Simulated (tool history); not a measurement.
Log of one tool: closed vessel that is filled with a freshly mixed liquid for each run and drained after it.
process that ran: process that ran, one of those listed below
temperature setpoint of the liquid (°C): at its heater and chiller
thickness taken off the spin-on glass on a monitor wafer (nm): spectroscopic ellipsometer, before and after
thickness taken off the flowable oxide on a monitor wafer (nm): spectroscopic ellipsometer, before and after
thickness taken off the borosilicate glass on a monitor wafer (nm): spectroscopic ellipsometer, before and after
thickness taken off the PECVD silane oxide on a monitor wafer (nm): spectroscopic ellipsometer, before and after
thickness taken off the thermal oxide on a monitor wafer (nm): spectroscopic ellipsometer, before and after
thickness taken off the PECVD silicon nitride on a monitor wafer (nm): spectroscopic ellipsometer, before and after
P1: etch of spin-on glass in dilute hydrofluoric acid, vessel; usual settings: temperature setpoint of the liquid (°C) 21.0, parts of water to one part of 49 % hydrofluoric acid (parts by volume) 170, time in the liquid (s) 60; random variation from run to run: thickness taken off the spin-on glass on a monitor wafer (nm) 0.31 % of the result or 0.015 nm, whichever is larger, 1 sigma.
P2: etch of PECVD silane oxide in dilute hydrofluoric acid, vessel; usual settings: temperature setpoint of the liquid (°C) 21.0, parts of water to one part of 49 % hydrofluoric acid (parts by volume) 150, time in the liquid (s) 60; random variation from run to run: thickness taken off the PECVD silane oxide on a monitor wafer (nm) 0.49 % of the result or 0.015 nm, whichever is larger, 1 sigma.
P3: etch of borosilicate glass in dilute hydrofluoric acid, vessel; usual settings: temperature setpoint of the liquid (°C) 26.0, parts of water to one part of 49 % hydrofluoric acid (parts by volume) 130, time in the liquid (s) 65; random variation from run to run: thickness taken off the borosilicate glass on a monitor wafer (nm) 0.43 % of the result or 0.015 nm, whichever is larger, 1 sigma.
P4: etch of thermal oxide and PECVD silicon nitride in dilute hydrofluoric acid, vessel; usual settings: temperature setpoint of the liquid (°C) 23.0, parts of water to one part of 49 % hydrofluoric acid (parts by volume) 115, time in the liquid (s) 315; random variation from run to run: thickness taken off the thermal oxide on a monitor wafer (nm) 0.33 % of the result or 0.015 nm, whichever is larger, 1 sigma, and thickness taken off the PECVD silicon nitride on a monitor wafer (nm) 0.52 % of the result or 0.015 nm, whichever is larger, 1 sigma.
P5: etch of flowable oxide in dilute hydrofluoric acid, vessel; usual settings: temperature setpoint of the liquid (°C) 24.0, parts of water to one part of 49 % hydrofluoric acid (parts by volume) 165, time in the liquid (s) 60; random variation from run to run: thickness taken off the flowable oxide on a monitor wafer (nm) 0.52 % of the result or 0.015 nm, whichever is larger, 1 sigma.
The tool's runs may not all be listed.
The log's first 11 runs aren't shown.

run	hour	process that ran	temperature setpoint of the liquid (°C)	parts of water to one part of 49 % hydrofluoric acid (parts by volume)	time in the liquid (s)	thickness taken off the spin-on glass on a monitor wafer (nm)	thickness taken off the flowable oxide on a monitor wafer (nm)	thickness taken off the borosilicate glass on a monitor wafer (nm)	thickness taken off the PECVD silane oxide on a monitor wafer (nm)	thickness taken off the thermal oxide on a monitor wafer (nm)	thickness taken off the PECVD silicon nitride on a monitor wafer (nm)
# hour 168.0: hydrofluoric acid flow meter replaced
12	168.4	P5	24.0	165	100		30.099				
13	181.4	P1	21.0	235	30	3.8154					
14	189.7	P4	23.0	115	315					12.4570	10.1520
15	208.0	P4	17.0	115	315					9.7472	6.8747
16	225.3	P2	21.0	150	60				13.5910		
17	243.1	P3	26.0	130	110			24.4020			
18	258.4	P1	17.0	170	60	9.6627					
19	277.4	P1	21.0	240	60	7.4880					
20	291.4	P3	26.0	215	65			7.9581			
21	307.0	P4	23.0	115	535					21.0070	17.4680
22	315.3	P3	30.0	130	65			16.9080			
23	330.1	P1	21.0	170	90	17.0310					
24	349.0	P5	24.0	285	60		9.231				
25	367.1	P4	23.0	65	315					23.3380	18.0720
26	380.9	P5	29.5	165	60		22.307				
27	393.7	P1	21.0	170	60	11.3280					
28	402.6	P1	21.0	170	60	11.2790					
29	414.9	P1	21.0	170	60	11.3000					
30	428.2	P1	27.0	170	30	7.1088					

Run 31 comes next. What will it give?
31	439.6	P3	26.0	130	65			?			

Run 31 gave thickness taken off the borosilicate glass on a monitor wafer (nm) 14.3290.

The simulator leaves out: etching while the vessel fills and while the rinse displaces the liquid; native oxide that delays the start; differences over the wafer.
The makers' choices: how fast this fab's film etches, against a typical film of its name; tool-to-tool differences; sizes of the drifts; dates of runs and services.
